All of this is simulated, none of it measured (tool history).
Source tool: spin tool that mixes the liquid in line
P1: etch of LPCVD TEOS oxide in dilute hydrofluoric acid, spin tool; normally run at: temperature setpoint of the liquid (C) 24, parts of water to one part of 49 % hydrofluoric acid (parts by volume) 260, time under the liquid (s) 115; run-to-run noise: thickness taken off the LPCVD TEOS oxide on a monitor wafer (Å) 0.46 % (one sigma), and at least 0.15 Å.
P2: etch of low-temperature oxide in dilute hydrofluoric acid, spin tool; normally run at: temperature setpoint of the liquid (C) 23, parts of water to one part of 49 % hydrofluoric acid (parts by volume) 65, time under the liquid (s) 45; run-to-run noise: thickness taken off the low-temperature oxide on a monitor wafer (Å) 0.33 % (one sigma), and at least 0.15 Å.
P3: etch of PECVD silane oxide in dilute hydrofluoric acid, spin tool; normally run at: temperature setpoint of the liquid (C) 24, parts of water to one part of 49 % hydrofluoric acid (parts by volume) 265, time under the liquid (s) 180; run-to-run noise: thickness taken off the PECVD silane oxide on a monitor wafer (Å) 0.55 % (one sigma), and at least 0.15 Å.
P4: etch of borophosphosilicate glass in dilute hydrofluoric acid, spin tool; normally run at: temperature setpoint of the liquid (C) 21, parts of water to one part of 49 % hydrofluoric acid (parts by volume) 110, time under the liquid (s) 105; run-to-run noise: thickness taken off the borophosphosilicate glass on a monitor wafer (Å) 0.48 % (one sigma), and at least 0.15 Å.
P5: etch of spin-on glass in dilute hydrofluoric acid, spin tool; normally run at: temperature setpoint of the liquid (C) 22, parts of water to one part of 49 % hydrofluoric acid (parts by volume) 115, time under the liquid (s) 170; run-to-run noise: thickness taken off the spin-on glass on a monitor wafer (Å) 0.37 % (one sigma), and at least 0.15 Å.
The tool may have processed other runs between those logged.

| run | hour | process that ran | temperature setpoint of the liquid (C) | parts of water to one part of 49 % hydrofluoric acid (parts by volume) | time under the liquid (s) | hours since the thermometer was replaced | hours since the hydrofluoric acid flow meter was replaced | thickness taken off the LPCVD TEOS oxide on a monitor wafer (Å) | thickness taken off the spin-on glass on a monitor wafer (Å) | thickness taken off the PECVD silane oxide on a monitor wafer (Å) | thickness taken off the borophosphosilicate glass on a monitor wafer (Å) | thickness taken off the low-temperature oxide on a monitor wafer (Å) |
|---|---|---|---|---|---|---|---|---|---|---|---|---|
| 1 | 11.2 | P1 | 24 | 260 | 115 | 615.8 | 1007 | 182.08 |  |  |  |  |
| 2 | 22.9 | P5 | 22 | 115 | 265 | 627.5 | 1018.7 |  | 537.42 |  |  |  |
| 3 | 30.7 | P1 | 24 | 260 | 215 | 635.3 | 1026.5 | 336.21 |  |  |  |  |
| 4 | 44.4 | P3 | 17 | 265 | 180 | 649 | 1040.2 |  |  | 133.02 |  |  |
| 5 | 52 | P5 | 22 | 205 | 170 | 656.6 | 1047.8 |  | 175.31 |  |  |  |
| 6 | 63.4 | P1 | 24 | 260 | 115 | 668 | 1059.2 | 178.16 |  |  |  |  |
| 7 | 70.9 | P1 | 24 | 260 | 20 | 675.5 | 1066.7 | 31.431 |  |  |  |  |
| 8 | 83.8 | P4 | 21 | 110 | 105 | 688.4 | 1079.6 |  |  |  | 382.87 |  |
| 9 | 94.1 | P2 | 23 | 65 | 45 | 698.7 | 1089.9 |  |  |  |  | 244.71 |
| 10 | 104.9 | P3 | 24 | 265 | 180 | 709.5 | 1100.7 |  |  | 172.58 |  |  |
| 11 | 112.9 | P3 | 24 | 265 | 180 | 717.5 | 1108.7 |  |  | 173.22 |  |  |
| 12 | 122.5 | P1 | 24 | 260 | 115 | 727.1 | 1118.3 | 180.79 |  |  |  |  |
| 13 | 132.9 | P2 | 29 | 65 | 45 | 737.5 | 1128.7 |  |  |  |  | 311.64 |
| 14 | 141.3 | P4 | 21 | 110 | 105 | 745.9 | 1137.1 |  |  |  | 385.97 |  |
| 15 | 154.5 | P2 | 23 | 65 | 25 | 759.1 | 1150.3 |  |  |  |  | 136.21 |
| 16 | 160.7 | P1 | 24 | 140 | 115 | 765.3 | 1156.5 | 382.32 |  |  |  |  |
| 17 | 172 | P1 | 24 | 260 | 115 | 776.6 | 1167.8 | 180 |  |  |  |  |
| 18 | 183.8 | P5 | 22 | 115 | 170 | 788.4 | 1179.6 |  | 345.05 |  |  |  |
| 19 | 196.4 | P3 | 24 | 410 | 180 | 801 | 1192.2 |  |  | 98.578 |  |  |
| 20 | 205 | P1 | 24 | 260 | 115 | 809.6 | 1200.8 | 179.34 |  |  |  |  |
| 21 | 211.5 | P4 | 21 | 110 | 210 | 816.1 | 1207.3 |  |  |  | 773.61 |  |
| 22 | 217.7 | P1 | 24 | 430 | 115 | 822.3 | 1213.5 | 92.774 |  |  |  |  |
| 23 | 227.4 | P1 | 27.5 | 260 | 30 | 832 | 1223.2 | 52.75 |  |  |  |  |
| 24 | 233.6 | P4 | 29 | 110 | 105 | 838.2 | 1229.4 |  |  |  | 524.4 |  |
| 25 | 240.3 | P5 | 17 | 115 | 170 | 844.9 | 1236.1 |  | 279.81 |  |  |  |
| 26 | 252.3 | P4 | 21 | 180 | 105 | 856.9 | 1248.1 |  |  |  | 216.34 |  |
| 27 | 258.6 | P1 | 28 | 260 | 115 | 863.2 | 1254.4 | 206.61 |  |  |  |  |
| 28 | 271.2 | P1 | 17 | 260 | 115 | 875.8 | 1267 | 138.21 |  |  |  |  |
| 29 | 278.4 | P5 | 22 | 115 | 170 | 883 | 1274.2 |  | 342.33 |  |  |  |
| 30 | 288.2 | P1 | 24 | 260 | 115 | 892.8 | 1284 | 177.49 |  |  |  |  |
| 31 | 302 | P3 | 24 | 265 | 60 | 906.6 | 1297.8 |  |  | 57.869 |  |  |
| 32 | 308.5 | P2 | 23 | 20 | 45 | 913.1 | 1304.3 |  |  |  |  | 843.43 |
| 33 | 320.8 | P1 | 24 | 260 | 115 | 925.4 | 1316.6 | 180.78 |  |  |  |  |
| 34 | 330.9 | P2 | 23 | 65 | 45 | 935.5 | 1326.7 |  |  |  |  | 243.7 |
| 35 | 342.8 | P1 | 24 | 260 | 115 | 947.4 | 1338.6 | 179.67 |  |  |  |  |
| 36 | 351.6 | P1 | 24 | 260 | 115 | 956.2 | 1347.4 | 184.86 |  |  |  |  |
| 37 | 358 | P1 | 24 | 260 | 115 | 962.6 | 1353.8 | 187.07 |  |  |  |  |
| 38 | 370.3 | P1 | 24 | 260 | 115 | 974.9 | 1366.1 | 189.36 |  |  |  |  |
| 39 | 381.3 | P1 | 24 | 260 | 115 | 985.9 | 1377.1 | 191.36 |  |  |  |  |
| 40 | 393.5 | P1 | 24 | 260 | 115 | 998.1 | 1389.3 | 192.91 |  |  |  |  |
| 41 | 400.5 | P1 | 24 | 260 | 115 | 1005.1 | 1396.3 | 194 |  |  |  |  |
| 42 | 406.6 | P1 | 24 | 260 | 115 | 1011.2 | 1402.4 | 193.2 |  |  |  |  |
| 43 | 414.6 | P1 | 24 | 260 | 115 | 1019.2 | 1410.4 | 193.99 |  |  |  |  |
| 44 | 421.9 | P1 | 24 | 260 | 115 | 1026.5 | 1417.7 | 194.44 |  |  |  |  |
| 45 | 433.5 | P1 | 24 | 260 | 115 | 1038.1 | 1429.3 | 194.59 |  |  |  |  |
| 46 | 442.9 | P1 | 24 | 260 | 115 | 1047.5 | 1438.7 | 195.87 |  |  |  |  |

P1 has crept away from where it was. The log is fitted equally well by each of these 2 causes, at the sizes shown:
A: liquid hotter than its thermometer reads (K) = 2.4
B: hydrofluoric acid flow above the setpoint (%) = 6.91
The creep began at about hour 342.8.

Which of the 4 check runs listed below separates the causes, so that each cause would produce a clearly different result? Each run uses one wafer, and its results are marked with question marks.
| check 1 | 452.3 | P2 | 23 | 25 | 45 |  |  |  |  |  |  | ? |
| check 2 | 452.3 | P5 | 22 | 200 | 170 |  |  |  | ? |  |  |  |
| check 3 | 452.3 | P4 | 29 | 170 | 105 |  |  |  |  |  | ? |  |
| check 4 | 452.3 | P3 | 18 | 380 | 180 |  |  |  |  | ? |  |  |

Expected result of each check under each candidate cause:
| check | result | if A | if B |
|---|---|---|---|
| check 1 | thickness taken off the low-temperature oxide on a monitor wafer (Å) | 739.66 | 716.65 |
| check 2 | thickness taken off the spin-on glass on a monitor wafer (Å) | 197.35 | 195.52 |
| check 3 | thickness taken off the borophosphosilicate glass on a monitor wafer (Å) | 341.47 | 340.08 |
| check 4 | thickness taken off the PECVD silane oxide on a monitor wafer (Å) | 95.853 | 96.021 |
Distance between the nearest two causes, measured in the result of the check that separates them most: check 1 3.16 %; check 2 0.93 %; check 3 0.41 %; check 4 0.18 %
Check 1 tells the causes apart: in the others they would give nearly the same result.

The results of check 1 are: thickness taken off the low-temperature oxide on a monitor wafer (Å) 737.42. Based on these, which of the listed causes is it?

It is A: liquid hotter than its thermometer reads (K).
